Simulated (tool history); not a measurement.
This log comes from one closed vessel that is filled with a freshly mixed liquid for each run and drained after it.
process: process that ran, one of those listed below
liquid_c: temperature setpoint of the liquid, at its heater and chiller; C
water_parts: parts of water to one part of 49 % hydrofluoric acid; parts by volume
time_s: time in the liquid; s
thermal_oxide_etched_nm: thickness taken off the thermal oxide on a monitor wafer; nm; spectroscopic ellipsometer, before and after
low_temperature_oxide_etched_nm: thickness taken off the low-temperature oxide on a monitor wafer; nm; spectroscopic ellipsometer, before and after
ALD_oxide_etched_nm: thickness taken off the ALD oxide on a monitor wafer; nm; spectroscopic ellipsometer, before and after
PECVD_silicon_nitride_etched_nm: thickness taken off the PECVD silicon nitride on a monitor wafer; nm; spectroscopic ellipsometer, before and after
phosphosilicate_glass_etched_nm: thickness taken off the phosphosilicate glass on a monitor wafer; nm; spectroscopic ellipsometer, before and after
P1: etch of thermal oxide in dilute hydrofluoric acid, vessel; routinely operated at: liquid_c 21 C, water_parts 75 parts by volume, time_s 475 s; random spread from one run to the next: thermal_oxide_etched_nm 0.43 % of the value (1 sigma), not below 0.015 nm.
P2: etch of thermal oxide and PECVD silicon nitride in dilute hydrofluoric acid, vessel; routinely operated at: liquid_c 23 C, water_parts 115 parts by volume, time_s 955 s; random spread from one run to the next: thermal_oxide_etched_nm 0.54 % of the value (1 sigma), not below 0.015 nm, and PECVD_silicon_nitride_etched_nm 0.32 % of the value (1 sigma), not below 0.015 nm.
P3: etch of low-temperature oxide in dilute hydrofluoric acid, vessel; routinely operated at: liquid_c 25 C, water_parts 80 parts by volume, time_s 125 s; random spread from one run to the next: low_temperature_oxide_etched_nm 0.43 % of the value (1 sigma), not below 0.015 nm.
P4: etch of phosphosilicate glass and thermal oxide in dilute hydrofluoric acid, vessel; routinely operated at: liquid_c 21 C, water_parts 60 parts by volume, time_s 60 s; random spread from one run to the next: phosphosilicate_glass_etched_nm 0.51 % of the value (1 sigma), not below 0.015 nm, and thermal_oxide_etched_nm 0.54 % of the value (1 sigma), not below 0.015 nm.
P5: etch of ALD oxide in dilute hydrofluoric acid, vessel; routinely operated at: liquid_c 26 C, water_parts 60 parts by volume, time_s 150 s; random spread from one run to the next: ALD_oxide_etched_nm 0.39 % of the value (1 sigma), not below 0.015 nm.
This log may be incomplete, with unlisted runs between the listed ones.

run	hour	process	liquid_c	water_parts	time_s	hours since the thermometer was replaced	hours since the hydrofluoric acid flow meter was replaced	thermal_oxide_etched_nm	low_temperature_oxide_etched_nm	ALD_oxide_etched_nm	PECVD_silicon_nitride_etched_nm	phosphosilicate_glass_etched_nm
1	11.3	P1	21	75	475	154.3	711.1	26.95				
2	25.1	P1	21	30	475	168.1	724.9	70.779				
3	41.1	P1	21	75	30	184.1	740.9	1.6534				
4	50.5	P3	25	80	125	193.5	750.3		23.036			
5	63.7	P3	25	80	125	206.7	763.5		22.965			
6	73.5	P5	26	100	150	216.5	773.3			32.056		
7	90.3	P5	26	60	150	233.3	790.1			56.288		
8	109.2	P1	17	75	475	252.2	809	22.666				
9	123.5	P3	25	80	185	266.5	823.3		34.233			
10	132	P1	21	140	475	275	831.8	13.469				
# hour 140.3: thermometer replaced
11	140.3	P2	23	115	955	0	840.1	37.143			30.411	
12	151.3	P4	25.5	60	60	11	851.1	5.6808				91.053
13	164.2	P3	33	80	125	23.9	864		31.447			
14	183	P1	24.5	75	910	42.7	882.8	59.554				
15	197.3	P2	29.5	115	955	57	897.1	47.526			46.221	
16	206.4	P5	18	60	150	66.1	906.2			40.626		
17	215.6	P2	23	115	1825	75.3	915.4	71.137			58.257	
18	234.1	P1	26.5	75	475	93.8	933.9	33.548				
19	252.2	P2	23	45	955	111.9	952	102.65			76.597	
20	269.4	P1	21	75	475	129.1	969.2	26.904				
21	278.8	P2	23	115	955	138.5	978.6	36.983			30.472	
22	290.2	P3	25	30	125	149.9	990		65.862			
23	301	P1	21	75	475	160.7	1000.8	26.763				
24	317.5	P1	21	75	475	177.2	1017.3	26.685				
25	328.5	P4	21	60	30	188.2	1028.3	2.3175				37.67
26	337.6	P4	21	60	60	197.3	1037.4	4.7087				75.105
27	355.4	P1	21	75	930	215.1	1055.2	52.538				
28	369.5	P1	21	75	475	229.2	1069.3	26.764				
29	378	P1	21	75	475	237.7	1077.8	27.096				
30	395.4	P5	26	60	55	255.1	1095.2			20.738		
31	404.9	P4	21	85	60	264.6	1104.7	3.2875				51.658
32	421	P1	21	75	475	280.7	1120.8	27.005				
33	431.7	P1	21	75	475	291.4	1131.5	27.506				
34	448	P1	21	75	475	307.7	1147.8	28.276				
35	459.3	P1	21	75	475	319	1159.1	28.796				
36	476.2	P1	21	75	475	335.9	1176	28.814				
37	490.5	P1	21	75	475	350.2	1190.3	28.981				
38	507.3	P1	21	75	475	367	1207.1	29.398				
39	523.7	P1	21	75	475	383.4	1223.5	29.296				
40	534.7	P1	21	75	475	394.4	1234.5	29.391				
41	553.9	P1	21	75	475	413.6	1253.7	29.552				

The log shows P1 creeping away from where it was. Any of the 2 causes listed here, at the size stated for it, fits the log just as well as the others:
A: liquid hotter than its thermometer reads (K) = 2.12
B: hydrofluoric acid flow above the setpoint (%) = 8.31
The onset of the drift is placed at about hour 421.

The check runs listed below each take one wafer, and their results are still question marks. Under which run would the listed causes lead to clearly different results?
check 1	573.1	P5	26	60	150					?		
check 2	573.1	P4	21	60	60			?				?
check 3	573.1	P3	25	80	125				?			
check 4	573.1	P2	23	115	955			?			?	

Outcome of each check run for each possible cause:
check	result	if A	if B
check 1	ALD_oxide_etched_nm	61.519	61.622
check 2	thermal_oxide_etched_nm	5.165	5.1518
check 2	phosphosilicate_glass_etched_nm	82.115	81.904
check 3	low_temperature_oxide_etched_nm	25.081	25.185
check 4	thermal_oxide_etched_nm	40.41	40.701
check 4	PECVD_silicon_nitride_etched_nm	34.917	32.878
Minimum pairwise separation of causes per check, each pair taken at its best-separating result: check 1 0.17 %; check 2 0.26 %; check 3 0.41 %; check 4 6.02 %
Only check 4 tells the causes apart: in the others they would give nearly the same result.

Check 4 was carried out, with these results: thermal_oxide_etched_nm 40.253 nm; PECVD_silicon_nitride_etched_nm 34.868 nm. Which of the listed causes is responsible?

Of the candidate causes, it is A: liquid hotter than its thermometer reads (K).
